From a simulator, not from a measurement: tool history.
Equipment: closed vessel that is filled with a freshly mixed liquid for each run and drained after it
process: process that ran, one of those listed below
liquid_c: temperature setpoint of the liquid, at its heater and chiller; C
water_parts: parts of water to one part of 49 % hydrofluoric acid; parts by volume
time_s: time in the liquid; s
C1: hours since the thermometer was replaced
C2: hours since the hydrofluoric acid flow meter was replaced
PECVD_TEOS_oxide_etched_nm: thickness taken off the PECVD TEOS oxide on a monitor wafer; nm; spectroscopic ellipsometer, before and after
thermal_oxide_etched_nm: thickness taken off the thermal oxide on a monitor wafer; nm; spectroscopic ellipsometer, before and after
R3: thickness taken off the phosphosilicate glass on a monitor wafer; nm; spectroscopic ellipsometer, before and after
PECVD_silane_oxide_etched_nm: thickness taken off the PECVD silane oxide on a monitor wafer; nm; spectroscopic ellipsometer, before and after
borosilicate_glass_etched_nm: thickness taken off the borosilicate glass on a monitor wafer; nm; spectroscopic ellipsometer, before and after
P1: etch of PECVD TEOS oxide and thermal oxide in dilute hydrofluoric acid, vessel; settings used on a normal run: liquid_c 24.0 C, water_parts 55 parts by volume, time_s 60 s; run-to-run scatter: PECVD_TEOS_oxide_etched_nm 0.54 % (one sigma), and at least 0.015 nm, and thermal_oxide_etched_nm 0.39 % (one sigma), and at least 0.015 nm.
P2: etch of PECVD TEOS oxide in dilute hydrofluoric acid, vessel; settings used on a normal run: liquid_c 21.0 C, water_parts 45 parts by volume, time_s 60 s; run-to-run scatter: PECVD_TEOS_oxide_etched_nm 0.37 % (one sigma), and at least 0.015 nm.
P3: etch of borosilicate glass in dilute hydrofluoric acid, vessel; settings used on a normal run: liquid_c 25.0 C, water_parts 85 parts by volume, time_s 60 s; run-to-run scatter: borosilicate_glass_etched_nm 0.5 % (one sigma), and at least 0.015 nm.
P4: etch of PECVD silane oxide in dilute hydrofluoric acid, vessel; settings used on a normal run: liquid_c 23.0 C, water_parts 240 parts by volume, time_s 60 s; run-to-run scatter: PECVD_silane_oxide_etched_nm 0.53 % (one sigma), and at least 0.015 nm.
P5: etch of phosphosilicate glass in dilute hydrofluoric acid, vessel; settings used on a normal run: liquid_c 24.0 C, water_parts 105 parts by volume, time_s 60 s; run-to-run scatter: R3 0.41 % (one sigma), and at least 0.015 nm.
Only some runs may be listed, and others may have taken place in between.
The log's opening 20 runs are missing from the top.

Run 21, hour 120.6: process P3, liquid_c 25.0 C, water_parts 85 parts by volume, time_s 60 s; C1 230.4; C2 275.7. Result: borosilicate_glass_etched_nm 16.1900 nm.
Run 22, hour 124.3: process P1, liquid_c 24.0 C, water_parts 55 parts by volume, time_s 60 s; C1 234.1; C2 279.4. Result: PECVD_TEOS_oxide_etched_nm 18.7090 nm, thermal_oxide_etched_nm 5.3484 nm.
Run 23, hour 130.1: process P4, liquid_c 23.0 C, water_parts 240 parts by volume, time_s 60 s; C1 239.9; C2 285.2. Result: PECVD_silane_oxide_etched_nm 9.0745 nm.
Run 24, hour 133.4: process P2, liquid_c 17.0 C, water_parts 45 parts by volume, time_s 60 s; C1 243.2; C2 288.5. Result: PECVD_TEOS_oxide_etched_nm 19.8440 nm.
Run 25, hour 138.5: process P1, liquid_c 24.0 C, water_parts 95 parts by volume, time_s 60 s; C1 248.3; C2 293.6. Result: PECVD_TEOS_oxide_etched_nm 10.2330 nm, thermal_oxide_etched_nm 2.9480 nm.
Run 26, hour 141.9: process P5, liquid_c 24.0 C, water_parts 105 parts by volume, time_s 60 s; C1 251.7; C2 297.0. Result: R3 47.164 nm.
Run 27, hour 147.9: process P1, liquid_c 24.0 C, water_parts 55 parts by volume, time_s 30 s; C1 257.7; C2 303.0. Result: PECVD_TEOS_oxide_etched_nm 9.3071 nm, thermal_oxide_etched_nm 2.7035 nm.
Run 28, hour 154.3: process P3, liquid_c 25.0 C, water_parts 85 parts by volume, time_s 30 s; C1 264.1; C2 309.4. Result: borosilicate_glass_etched_nm 8.0442 nm.
Run 29, hour 161.5: process P1, liquid_c 24.0 C, water_parts 55 parts by volume, time_s 110 s; C1 271.3; C2 316.6. Result: PECVD_TEOS_oxide_etched_nm 34.1220 nm, thermal_oxide_etched_nm 9.8713 nm.
Run 30, hour 165.4: process P3, liquid_c 21.0 C, water_parts 85 parts by volume, time_s 60 s; C1 275.2; C2 320.5. Result: borosilicate_glass_etched_nm 13.7880 nm.
Run 31, hour 171.1: process P5, liquid_c 24.0 C, water_parts 105 parts by volume, time_s 105 s; C1 280.9; C2 326.2. Result: R3 83.171 nm.
Run 32, hour 175.0: process P1, liquid_c 30.5 C, water_parts 35 parts by volume, time_s 60 s; C1 284.8; C2 330.1. Result: PECVD_TEOS_oxide_etched_nm 38.9080 nm, thermal_oxide_etched_nm 11.3110 nm.
Run 33, hour 179.9: process P1, liquid_c 24.0 C, water_parts 55 parts by volume, time_s 60 s; C1 289.7; C2 335.0. Result: PECVD_TEOS_oxide_etched_nm 18.8840 nm, thermal_oxide_etched_nm 5.3682 nm.
Run 34, hour 185.9: process P1, liquid_c 24.0 C, water_parts 55 parts by volume, time_s 60 s; C1 295.7; C2 341.0. Result: PECVD_TEOS_oxide_etched_nm 18.6170 nm, thermal_oxide_etched_nm 5.4267 nm.
Run 35, hour 193.0: process P1, liquid_c 24.0 C, water_parts 55 parts by volume, time_s 60 s; C1 302.8; C2 348.1. Result: PECVD_TEOS_oxide_etched_nm 17.9020 nm, thermal_oxide_etched_nm 5.1582 nm.
Run 36, hour 198.9: process P1, liquid_c 24.0 C, water_parts 55 parts by volume, time_s 60 s; C1 308.7; C2 354.0. Result: PECVD_TEOS_oxide_etched_nm 17.6490 nm, thermal_oxide_etched_nm 5.0756 nm.

The next listed run, before its measurement:
Run 37, hour 203.7: process P1, liquid_c 24.0 C, water_parts 55 parts by volume, time_s 60 s; C1 313.5; C2 358.8. Result: PECVD_TEOS_oxide_etched_nm ?, thermal_oxide_etched_nm ?.

Run 37 measured PECVD_TEOS_oxide_etched_nm 17.4160 nm, thermal_oxide_etched_nm 5.0160 nm.
